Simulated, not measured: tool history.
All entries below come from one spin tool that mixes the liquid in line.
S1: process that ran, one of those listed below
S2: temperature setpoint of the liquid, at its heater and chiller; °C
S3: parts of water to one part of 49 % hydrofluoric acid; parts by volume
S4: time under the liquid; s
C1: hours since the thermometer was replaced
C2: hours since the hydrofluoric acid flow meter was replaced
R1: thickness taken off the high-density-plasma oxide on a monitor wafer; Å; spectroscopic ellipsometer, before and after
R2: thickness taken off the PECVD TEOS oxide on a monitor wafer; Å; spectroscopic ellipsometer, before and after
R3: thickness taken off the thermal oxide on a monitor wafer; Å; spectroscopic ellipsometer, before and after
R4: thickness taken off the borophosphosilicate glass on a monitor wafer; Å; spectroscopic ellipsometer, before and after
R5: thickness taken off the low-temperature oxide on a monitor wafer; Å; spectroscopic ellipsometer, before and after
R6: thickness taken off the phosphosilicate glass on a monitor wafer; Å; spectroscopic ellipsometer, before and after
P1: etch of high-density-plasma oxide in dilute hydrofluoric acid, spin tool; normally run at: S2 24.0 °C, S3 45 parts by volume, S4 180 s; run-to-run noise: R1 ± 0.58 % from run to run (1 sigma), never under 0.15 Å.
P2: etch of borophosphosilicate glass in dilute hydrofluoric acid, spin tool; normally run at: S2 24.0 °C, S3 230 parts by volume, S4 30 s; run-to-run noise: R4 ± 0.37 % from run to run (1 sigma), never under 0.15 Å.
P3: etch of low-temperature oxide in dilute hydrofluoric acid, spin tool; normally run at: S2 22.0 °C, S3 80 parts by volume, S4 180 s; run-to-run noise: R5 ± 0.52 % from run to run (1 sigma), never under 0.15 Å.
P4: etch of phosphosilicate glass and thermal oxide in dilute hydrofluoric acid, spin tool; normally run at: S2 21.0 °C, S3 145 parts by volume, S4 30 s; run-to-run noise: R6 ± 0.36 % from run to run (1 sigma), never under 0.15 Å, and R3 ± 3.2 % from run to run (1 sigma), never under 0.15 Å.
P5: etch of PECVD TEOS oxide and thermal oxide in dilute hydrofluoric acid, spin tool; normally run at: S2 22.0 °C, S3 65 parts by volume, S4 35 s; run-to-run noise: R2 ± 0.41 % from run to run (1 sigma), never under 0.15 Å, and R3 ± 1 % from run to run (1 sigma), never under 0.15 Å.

run	hour	S1	S2	S3	S4	C1	C2	R1	R2	R3	R4	R5	R6
1	7.1	P1	24.0	45	180	686.5	1372.3	290.99					
2	17.1	P5	22.0	65	35	696.5	1382.3		67.410	25.6440			
3	28.2	P1	19.0	45	325	707.6	1393.4	424.09					
4	40.8	P1	24.0	45	180	720.2	1406.0	290.99					
5	53.6	P1	17.0	45	180	733.0	1418.8	215.59					
6	61.4	P5	17.0	65	35	740.8	1426.6		54.395	20.5740			
7	73.6	P1	24.0	45	180	753.0	1438.8	288.50					
# hour 73.7: thermometer replaced
8	86.0	P2	19.5	230	30	12.3	1451.2				72.067		
9	100.4	P3	22.0	80	180	26.7	1465.6					409.38	
10	111.2	P4	21.0	145	30	37.5	1476.4			8.2342			177.630
11	122.7	P1	24.0	45	70	49.0	1487.9	112.56					
12	136.2	P3	22.0	80	180	62.5	1501.4					406.71	
13	148.8	P4	17.5	145	30	75.1	1514.0			7.2971			154.600
14	157.8	P3	29.0	80	180	84.1	1523.0					540.95	
15	172.4	P1	24.0	45	325	98.7	1537.6	521.80					
16	181.6	P3	22.0	80	50	107.9	1546.8					113.90	
17	190.8	P1	24.0	45	180	117.1	1556.0	292.42					
18	200.7	P2	24.0	230	15	127.0	1565.9				42.210		
19	212.4	P4	21.0	145	15	138.7	1577.6			4.2473			89.381
20	222.3	P1	24.0	45	180	148.6	1587.5	288.47					
21	233.5	P5	22.0	105	35	159.8	1598.7		39.673	15.1010			
22	244.3	P4	21.0	30	30	170.6	1609.5			47.5810			980.550
23	254.8	P1	24.0	20	180	181.1	1620.0	666.56					
24	264.4	P2	24.0	230	30	190.7	1629.6				84.742		
25	275.3	P3	22.0	25	180	201.6	1640.5					1417.30	
26	286.3	P1	30.0	45	180	212.6	1651.5	368.55					
27	295.5	P1	24.0	75	180	221.8	1660.7	166.69					
28	309.3	P5	22.0	65	35	235.6	1674.5		67.705	25.8650			
29	324.0	P5	22.0	65	15	250.3	1689.2		28.821	10.9200			
30	330.7	P2	24.0	400	30	257.0	1695.9				41.788		
31	337.3	P4	21.0	145	30	263.6	1702.5			8.4125			177.770
32	348.8	P1	24.0	45	180	275.1	1714.0	290.55					
33	363.0	P1	24.0	45	180	289.3	1728.2	306.20					
34	377.9	P1	24.0	45	180	304.2	1743.1	311.74					
35	387.3	P1	24.0	45	180	313.6	1752.5	311.09					
36	395.7	P1	24.0	45	180	322.0	1760.9	312.66					
37	402.7	P1	24.0	45	180	329.0	1767.9	310.14					
38	412.8	P1	24.0	45	180	339.1	1778.0	315.50					
39	423.5	P1	24.0	45	180	349.8	1788.7	317.23					

Something has made what P1 gives creep away from where it was; the 2 causes below, each at its own stated size, fit the log equally well:
A: hydrofluoric acid flow above the setpoint (%) = 8.24
B: liquid hotter than its thermometer reads (K) = 2.05
Creep in the process output first set in at about hour 348.8.

Consider the 4 check runs below, whose results appear as question marks and each of which averages 2 wafers. Which one distinguishes the causes, in that each cause would give it a clearly different result?
check 1	434.2	P4	21.0	100	30					?			?
check 2	434.2	P5	22.0	85	15				?	?			
check 3	434.2	P2	24.0	325	15						?		
check 4	434.2	P3	22.0	50	55							?	

What each check would give under each cause:
check	result	if A	if B
check 1	R3	14.0300	13.9570
check 1	R6	296.140	294.590
check 2	R2	23.487	23.390
check 2	R3	8.9318	8.8948
check 3	R4	30.250	29.247
check 4	R5	226.12	226.33
Gap, in per cent, between the two causes that each check separates least, read from the result that separates them most: check 1 0.52 %; check 2 0.41 %; check 3 3.37 %; check 4 0.09 %
Check 3 is the one run that separates the causes; every other check would come out nearly the same whichever cause is at work.

Check 3 was then run and gave: R4 29.507 Å. Which cause is it?

Of the candidate causes, it is B: liquid hotter than its thermometer reads (K).

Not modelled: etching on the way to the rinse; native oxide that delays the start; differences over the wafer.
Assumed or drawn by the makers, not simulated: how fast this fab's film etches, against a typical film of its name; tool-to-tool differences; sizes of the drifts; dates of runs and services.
